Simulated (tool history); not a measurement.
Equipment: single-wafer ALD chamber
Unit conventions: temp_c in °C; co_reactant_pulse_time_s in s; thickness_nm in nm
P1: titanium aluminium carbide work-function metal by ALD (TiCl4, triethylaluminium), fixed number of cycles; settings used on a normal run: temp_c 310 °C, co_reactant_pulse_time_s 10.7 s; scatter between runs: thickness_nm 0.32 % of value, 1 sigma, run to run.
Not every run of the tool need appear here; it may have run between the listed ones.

run   hour  temp_c  co_reactant_pulse_time_s  thickness_nm
  1    8.4     310                      10.7        2.1106
  2     19     326                     15.16        2.3016
  3   24.8     296                      10.7        1.9876
  4   34.7     310                      10.7        2.1109
  5   43.5     327                      10.7        2.2526
  6   52.1     310                     16.24        2.1509
  7   62.9     310                      10.7        2.1195
  8     72     310                      10.7        2.1107
  9   81.9     310                      10.7        2.1161
 10   94.4     310                      5.64        1.8519
 11  103.6     310                      10.7        2.1234
 12  111.8     310                      10.7        2.0982
 13  122.7     310                      10.7        2.0736
 14  132.2     310                      10.7        2.0661
 15  142.2     310                      10.7        2.0605
 16    149     310                      10.7        2.0682
 17  156.5     310                      10.7        2.0682
 18  162.6     310                      10.7        2.0672
 19  171.4     310                      10.7        2.0622

The log shows P1 creeping away from where it was. Any of the 2 causes listed here, at the size stated for it, fits the log just as well as the others:
A: wafer temperature below the value expected at the setpoint (K) = 5.14
B: triethylaluminium dose below that of a fresh bottle (%) = 16.5
Onset of the creep was near hour 103.6.

Of the 4 check runs listed below, each run on one wafer and each result written as a question mark, which would let you distinguish the listed causes because they would give clearly different results?
check 1  180.2     298                      10.7             ?
check 2  180.2     323                      10.7             ?
check 3  180.2     297                      10.7             ?
check 4  180.2     310                       6.9             ?

Predicted outcomes, by check and by cause:
  check        result    if A    if B
check 1  thickness_nm  1.9606  1.9626
check 2  thickness_nm  2.1813  2.1794
check 3  thickness_nm  1.9519   1.954
check 4  thickness_nm  1.9227  1.8686
Minimum pairwise separation of causes per check, each pair taken at its best-separating result: check 1 0.1 %; check 2 0.09 %; check 3 0.11 %; check 4 2.86 %
Only check 4 tells the causes apart: in the others they would give nearly the same result.

Check 4 was then run and gave: thickness_nm 1.9232 nm. Which cause is it?

A is the cause: wafer temperature below the value expected at the setpoint (K).
